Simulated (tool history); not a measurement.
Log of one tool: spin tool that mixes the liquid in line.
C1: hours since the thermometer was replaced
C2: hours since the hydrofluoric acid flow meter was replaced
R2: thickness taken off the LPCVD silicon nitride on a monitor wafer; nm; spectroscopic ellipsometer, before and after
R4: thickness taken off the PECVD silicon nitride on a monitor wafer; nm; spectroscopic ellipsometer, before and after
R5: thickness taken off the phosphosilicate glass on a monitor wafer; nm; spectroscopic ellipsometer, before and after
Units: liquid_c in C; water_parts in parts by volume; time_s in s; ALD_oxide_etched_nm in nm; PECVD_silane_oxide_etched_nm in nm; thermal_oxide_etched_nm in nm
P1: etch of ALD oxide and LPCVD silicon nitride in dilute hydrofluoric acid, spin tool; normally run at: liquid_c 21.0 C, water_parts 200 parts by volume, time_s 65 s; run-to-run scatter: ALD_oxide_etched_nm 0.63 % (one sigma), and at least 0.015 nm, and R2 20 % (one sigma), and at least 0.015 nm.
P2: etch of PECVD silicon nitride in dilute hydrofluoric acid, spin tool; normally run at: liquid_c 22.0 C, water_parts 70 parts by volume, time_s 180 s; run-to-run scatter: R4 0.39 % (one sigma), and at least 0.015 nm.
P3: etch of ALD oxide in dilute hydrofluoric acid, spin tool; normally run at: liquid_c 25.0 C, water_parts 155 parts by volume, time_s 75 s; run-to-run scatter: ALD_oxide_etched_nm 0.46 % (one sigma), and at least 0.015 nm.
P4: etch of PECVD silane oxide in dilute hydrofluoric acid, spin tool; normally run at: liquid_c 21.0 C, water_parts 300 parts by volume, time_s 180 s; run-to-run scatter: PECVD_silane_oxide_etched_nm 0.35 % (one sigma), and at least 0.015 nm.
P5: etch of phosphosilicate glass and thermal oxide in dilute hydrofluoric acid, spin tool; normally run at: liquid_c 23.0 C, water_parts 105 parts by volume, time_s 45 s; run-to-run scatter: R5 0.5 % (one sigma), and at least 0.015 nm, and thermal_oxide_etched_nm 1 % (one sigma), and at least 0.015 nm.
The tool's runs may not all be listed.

Run 1, hour 3.7: process P1, liquid_c 21.0 C, water_parts 200 parts by volume, time_s 65 s; C1 685.0; C2 582.2. Result: ALD_oxide_etched_nm 4.7944 nm, R2 0.116790 nm.
Run 2, hour 6.9: process P1, liquid_c 21.0 C, water_parts 200 parts by volume, time_s 65 s; C1 688.2; C2 585.4. Result: ALD_oxide_etched_nm 4.7065 nm, R2 0.086116 nm.
Run 3, hour 9.8: process P4, liquid_c 21.0 C, water_parts 160 parts by volume, time_s 180 s; C1 691.1; C2 588.3. Result: PECVD_silane_oxide_etched_nm 18.4800 nm.
Run 4, hour 13.3: process P2, liquid_c 22.0 C, water_parts 125 parts by volume, time_s 180 s; C1 694.6; C2 591.8. Result: R4 3.4075 nm.
Run 5, hour 15.9: process P1, liquid_c 21.0 C, water_parts 320 parts by volume, time_s 65 s; C1 697.2; C2 594.4. Result: ALD_oxide_etched_nm 2.6708 nm, R2 0.084663 nm.
Run 6, hour 19.6: process P2, liquid_c 27.5 C, water_parts 70 parts by volume, time_s 180 s; C1 700.9; C2 598.1. Result: R4 8.6186 nm.
Run 7, hour 22.8: process P4, liquid_c 29.0 C, water_parts 300 parts by volume, time_s 180 s; C1 704.1; C2 601.3. Result: PECVD_silane_oxide_etched_nm 11.2360 nm.
Run 8, hour 25.0: process P5, liquid_c 28.5 C, water_parts 105 parts by volume, time_s 45 s; C1 706.3; C2 603.5. Result: R5 55.689 nm, thermal_oxide_etched_nm 2.49610 nm.
Run 9, hour 27.4: process P4, liquid_c 21.0 C, water_parts 300 parts by volume, time_s 180 s; C1 708.7; C2 605.9. Result: PECVD_silane_oxide_etched_nm 8.6359 nm.
Run 10, hour 30.4: process P1, liquid_c 17.0 C, water_parts 265 parts by volume, time_s 65 s; C1 711.7; C2 608.9. Result: ALD_oxide_etched_nm 2.8610 nm, R2 0.057986 nm.
Run 11, hour 34.6: process P1, liquid_c 21.0 C, water_parts 200 parts by volume, time_s 65 s; C1 715.9; C2 613.1. Result: ALD_oxide_etched_nm 4.6993 nm, R2 0.149260 nm.
Run 12, hour 36.7: process P3, liquid_c 31.5 C, water_parts 155 parts by volume, time_s 75 s; C1 718.0; C2 615.2. Result: ALD_oxide_etched_nm 7.4064 nm.
Run 13, hour 40.7: process P1, liquid_c 17.0 C, water_parts 200 parts by volume, time_s 65 s; C1 722.0; C2 619.2. Result: ALD_oxide_etched_nm 4.0569 nm, R2 0.079507 nm.
Run 14, hour 43.5: process P3, liquid_c 25.0 C, water_parts 155 parts by volume, time_s 25 s; C1 724.8; C2 622.0. Result: ALD_oxide_etched_nm 1.9577 nm.
Run 15, hour 46.9: process P2, liquid_c 22.0 C, water_parts 70 parts by volume, time_s 340 s; C1 728.2; C2 625.4. Result: R4 11.3550 nm.
Run 16, hour 50.7: process P1, liquid_c 26.0 C, water_parts 200 parts by volume, time_s 65 s; C1 732.0; C2 629.2. Result: ALD_oxide_etched_nm 5.6922 nm, R2 0.139270 nm.
Run 17, hour 54.7: process P5, liquid_c 23.0 C, water_parts 105 parts by volume, time_s 45 s; C1 736.0; C2 633.2. Result: R5 44.369 nm, thermal_oxide_etched_nm 1.98520 nm.
Run 18, hour 58.0: process P1, liquid_c 21.0 C, water_parts 200 parts by volume, time_s 35 s; C1 739.3; C2 636.5. Result: ALD_oxide_etched_nm 2.5293 nm, R2 0.070281 nm.
Run 19, hour 62.0: process P3, liquid_c 25.0 C, water_parts 60 parts by volume, time_s 75 s; C1 743.3; C2 640.5. Result: ALD_oxide_etched_nm 16.9850 nm.
Run 20, hour 64.1: process P1, liquid_c 21.0 C, water_parts 200 parts by volume, time_s 65 s; C1 745.4; C2 642.6. Result: ALD_oxide_etched_nm 4.7284 nm, R2 0.092672 nm.
Run 21, hour 68.2: process P3, liquid_c 25.0 C, water_parts 155 parts by volume, time_s 75 s; C1 749.5; C2 646.7. Result: ALD_oxide_etched_nm 5.8191 nm.
Run 22, hour 71.0: process P5, liquid_c 23.0 C, water_parts 105 parts by volume, time_s 15 s; C1 752.3; C2 649.5. Result: R5 14.880 nm, thermal_oxide_etched_nm 0.71413 nm.
Run 23, hour 74.1: process P5, liquid_c 23.0 C, water_parts 105 parts by volume, time_s 45 s; C1 755.4; C2 652.6. Result: R5 44.987 nm, thermal_oxide_etched_nm 2.02050 nm.
Run 24, hour 76.7: process P1, liquid_c 21.0 C, water_parts 65 parts by volume, time_s 65 s; C1 758.0; C2 655.2. Result: ALD_oxide_etched_nm 16.8570 nm, R2 0.585280 nm.
Run 25, hour 80.6: process P1, liquid_c 21.0 C, water_parts 200 parts by volume, time_s 115 s; C1 761.9; C2 659.1. Result: ALD_oxide_etched_nm 8.2987 nm, R2 0.177690 nm.
Run 26, hour 83.8: process P2, liquid_c 22.0 C, water_parts 70 parts by volume, time_s 180 s; C1 765.1; C2 662.3. Result: R4 6.0047 nm.
Run 27, hour 85.9: process P4, liquid_c 21.0 C, water_parts 300 parts by volume, time_s 100 s; C1 767.2; C2 664.4. Result: PECVD_silane_oxide_etched_nm 4.7576 nm.
Run 28, hour 89.0: process P1, liquid_c 21.0 C, water_parts 200 parts by volume, time_s 65 s; C1 770.3; C2 667.5. Result: ALD_oxide_etched_nm 4.7256 nm, R2 0.075889 nm.
Run 29, hour 91.7: process P5, liquid_c 23.0 C, water_parts 25 parts by volume, time_s 45 s; C1 773.0; C2 670.2. Result: R5 209.880 nm, thermal_oxide_etched_nm 9.34620 nm.
Run 30, hour 94.0: process P1, liquid_c 21.0 C, water_parts 200 parts by volume, time_s 65 s; C1 775.3; C2 672.5. Result: ALD_oxide_etched_nm 4.7071 nm, R2 0.101510 nm.
Run 31, hour 96.8: process P1, liquid_c 21.0 C, water_parts 200 parts by volume, time_s 65 s; C1 778.1; C2 675.3. Result: ALD_oxide_etched_nm 4.6575 nm, R2 0.106220 nm.
Run 32, hour 100.5: process P1, liquid_c 21.0 C, water_parts 200 parts by volume, time_s 65 s; C1 781.8; C2 679.0. Result: ALD_oxide_etched_nm 4.5166 nm, R2 0.149120 nm.
Run 33, hour 104.9: process P1, liquid_c 21.0 C, water_parts 200 parts by volume, time_s 65 s; C1 786.2; C2 683.4. Result: ALD_oxide_etched_nm 4.4404 nm, R2 0.092515 nm.
Run 34, hour 108.6: process P1, liquid_c 21.0 C, water_parts 200 parts by volume, time_s 65 s; C1 789.9; C2 687.1. Result: ALD_oxide_etched_nm 4.3801 nm, R2 0.166620 nm.
Run 35, hour 112.6: process P1, liquid_c 21.0 C, water_parts 200 parts by volume, time_s 65 s; C1 793.9; C2 691.1. Result: ALD_oxide_etched_nm 4.4203 nm, R2 0.092146 nm.
Run 36, hour 115.3: process P1, liquid_c 21.0 C, water_parts 200 parts by volume, time_s 65 s; C1 796.6; C2 693.8. Result: ALD_oxide_etched_nm 4.4198 nm, R2 0.143980 nm.
Run 37, hour 117.9: process P1, liquid_c 21.0 C, water_parts 200 parts by volume, time_s 65 s; C1 799.2; C2 696.4. Result: ALD_oxide_etched_nm 4.4185 nm, R2 0.116770 nm.
Run 38, hour 121.1: process P1, liquid_c 21.0 C, water_parts 200 parts by volume, time_s 65 s; C1 802.4; C2 699.6. Result: ALD_oxide_etched_nm 4.3623 nm, R2 0.117300 nm.
Run 39, hour 124.4: process P1, liquid_c 21.0 C, water_parts 200 parts by volume, time_s 65 s; C1 805.7; C2 702.9. Result: ALD_oxide_etched_nm 4.3707 nm, R2 0.125970 nm.
Run 40, hour 127.9: process P1, liquid_c 21.0 C, water_parts 200 parts by volume, time_s 65 s; C1 809.2; C2 706.4. Result: ALD_oxide_etched_nm 4.4352 nm, R2 0.112920 nm.
Run 41, hour 131.8: process P1, liquid_c 21.0 C, water_parts 200 parts by volume, time_s 65 s; C1 813.1; C2 710.3. Result: ALD_oxide_etched_nm 4.3270 nm, R2 0.082372 nm.

What P1 gives has crept away from where it was. These 2 causes fit the log equally well, each at the size given:
A: liquid colder than its thermometer reads (K) = 2.1
B: hydrofluoric acid flow below the setpoint (%) = 6.49
The creep began at about hour 94.0.

4 check runs are offered, one wafer each, their results left as question marks. Which one tells the causes apart?
Run check 1, hour 135.7: process P4, liquid_c 21.0 C, water_parts 300 parts by volume, time_s 180 s. Result: PECVD_silane_oxide_etched_nm ?.
Run check 2, hour 135.7: process P5, liquid_c 23.0 C, water_parts 105 parts by volume, time_s 45 s. Result: R5 ?, thermal_oxide_etched_nm ?.
Run check 3, hour 135.7: process P2, liquid_c 22.0 C, water_parts 70 parts by volume, time_s 180 s. Result: R4 ?.
Run check 4, hour 135.7: process P3, liquid_c 25.0 C, water_parts 155 parts by volume, time_s 75 s. Result: ALD_oxide_etched_nm ?.

What each check would give under each cause:
  check                        result     if A     if B
check 1  PECVD_silane_oxide_etched_nm   7.9447   7.8719
check 2                            R5   41.140   41.500
check 2       thermal_oxide_etched_nm  1.84930  1.86550
check 3                            R4   5.1978   5.6188
check 4           ALD_oxide_etched_nm   5.3971   5.3999
How far apart the two closest causes lie, in the result that separates them most: check 1 0.92 %; check 2 0.87 %; check 3 7.79 %; check 4 0.05 %
Only check 3 tells the causes apart: in the others they would give nearly the same result.

Then check 3 was run and gave: R4 5.6554 nm. Which cause is it?

It is B: hydrofluoric acid flow below the setpoint (%).

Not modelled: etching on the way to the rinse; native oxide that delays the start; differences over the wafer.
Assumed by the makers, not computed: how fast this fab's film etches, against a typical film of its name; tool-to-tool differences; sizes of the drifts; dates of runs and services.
